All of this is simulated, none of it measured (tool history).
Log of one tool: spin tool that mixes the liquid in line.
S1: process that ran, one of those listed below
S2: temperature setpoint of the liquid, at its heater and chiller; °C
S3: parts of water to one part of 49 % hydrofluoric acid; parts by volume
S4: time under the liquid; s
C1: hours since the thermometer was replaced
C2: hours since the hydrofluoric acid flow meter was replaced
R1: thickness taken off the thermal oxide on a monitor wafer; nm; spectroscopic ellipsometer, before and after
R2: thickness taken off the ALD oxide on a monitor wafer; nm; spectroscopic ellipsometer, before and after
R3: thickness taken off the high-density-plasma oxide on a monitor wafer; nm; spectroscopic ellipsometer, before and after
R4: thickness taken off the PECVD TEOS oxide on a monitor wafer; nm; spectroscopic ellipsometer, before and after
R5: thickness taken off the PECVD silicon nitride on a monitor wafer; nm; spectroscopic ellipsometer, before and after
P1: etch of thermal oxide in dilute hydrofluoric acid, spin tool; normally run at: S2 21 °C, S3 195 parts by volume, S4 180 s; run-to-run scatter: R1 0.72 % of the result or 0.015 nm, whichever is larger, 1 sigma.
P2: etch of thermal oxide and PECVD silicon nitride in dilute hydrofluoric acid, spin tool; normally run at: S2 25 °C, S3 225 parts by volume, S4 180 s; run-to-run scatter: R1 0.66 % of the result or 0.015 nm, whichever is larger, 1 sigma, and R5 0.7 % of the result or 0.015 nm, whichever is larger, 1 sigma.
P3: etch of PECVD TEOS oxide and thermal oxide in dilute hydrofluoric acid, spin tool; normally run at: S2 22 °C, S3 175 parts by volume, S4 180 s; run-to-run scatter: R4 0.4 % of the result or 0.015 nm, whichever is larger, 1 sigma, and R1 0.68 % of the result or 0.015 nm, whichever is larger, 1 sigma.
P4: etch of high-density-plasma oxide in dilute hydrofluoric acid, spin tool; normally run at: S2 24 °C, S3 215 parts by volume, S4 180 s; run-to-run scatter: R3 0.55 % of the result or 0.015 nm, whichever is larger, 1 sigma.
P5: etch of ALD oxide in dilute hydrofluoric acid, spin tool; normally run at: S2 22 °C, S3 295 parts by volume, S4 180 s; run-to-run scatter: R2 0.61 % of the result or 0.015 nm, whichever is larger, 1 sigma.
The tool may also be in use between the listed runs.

run   hour  S1    S2   S3   S4     C1      C2       R1      R2       R3      R4       R5
  1    8.3  P1    21  195  180  381.9  1199.6   3.3039
  2   16.8  P5    22  295   45  390.4  1208.1           1.2526
  3   25.8  P4    31  215  180  399.4  1217.1                    6.4321
  4   33.3  P3    22   85  180  406.9  1224.6   8.9619                   22.854
  5   42.6  P3  30.5  175  180  416.2  1233.9   5.4598                   13.659
  6   49.8  P3    22  175  180  423.4  1241.1   3.9126                   9.9655
  7   58.9  P4    24  215  180  432.5  1250.2                    5.0575
  8   67.3  P5    22  435  180  440.9  1258.6           2.9941
  9   77.5  P2    25  225   45  451.1  1268.8  0.83416                           0.86926
 10   85.4  P2    25  225  180    459  1276.7   3.3557                            3.5099
 11     92  P1    21  195  355  465.6  1283.3   6.5122
 12  102.5  P5    22  295  180  476.1  1293.8           4.9401
 13  107.2  P1    21  195  180  480.8  1298.5   3.2668
 14  113.9  P3    22  175  305  487.5  1305.2   6.6634                   16.919
 15  119.7  P1    21  195  180  493.3    1311   3.2908
 16    127  P1    21  195  180  500.6  1318.3    3.313
 17  132.9  P1    21  195  180  506.5  1324.2   3.3083
 18  139.3  P2  32.5  225  180  512.9  1330.6   4.3673                            5.4821
 19  146.7  P1    17  195  180  520.3    1338    2.828
 20  155.3  P2    25  320  180  528.9  1346.6   2.1537                            2.4817
 21    164  P1    21  305  180  537.6  1355.3   1.8726
 22  169.6  P4    24  215   20  543.2  1360.9                   0.55627

The next listed run, before its measurement:
 23  174.9  P1  21  195  90  548.5  1366.2   ?

Run 23 gave R1 1.6878 nm.
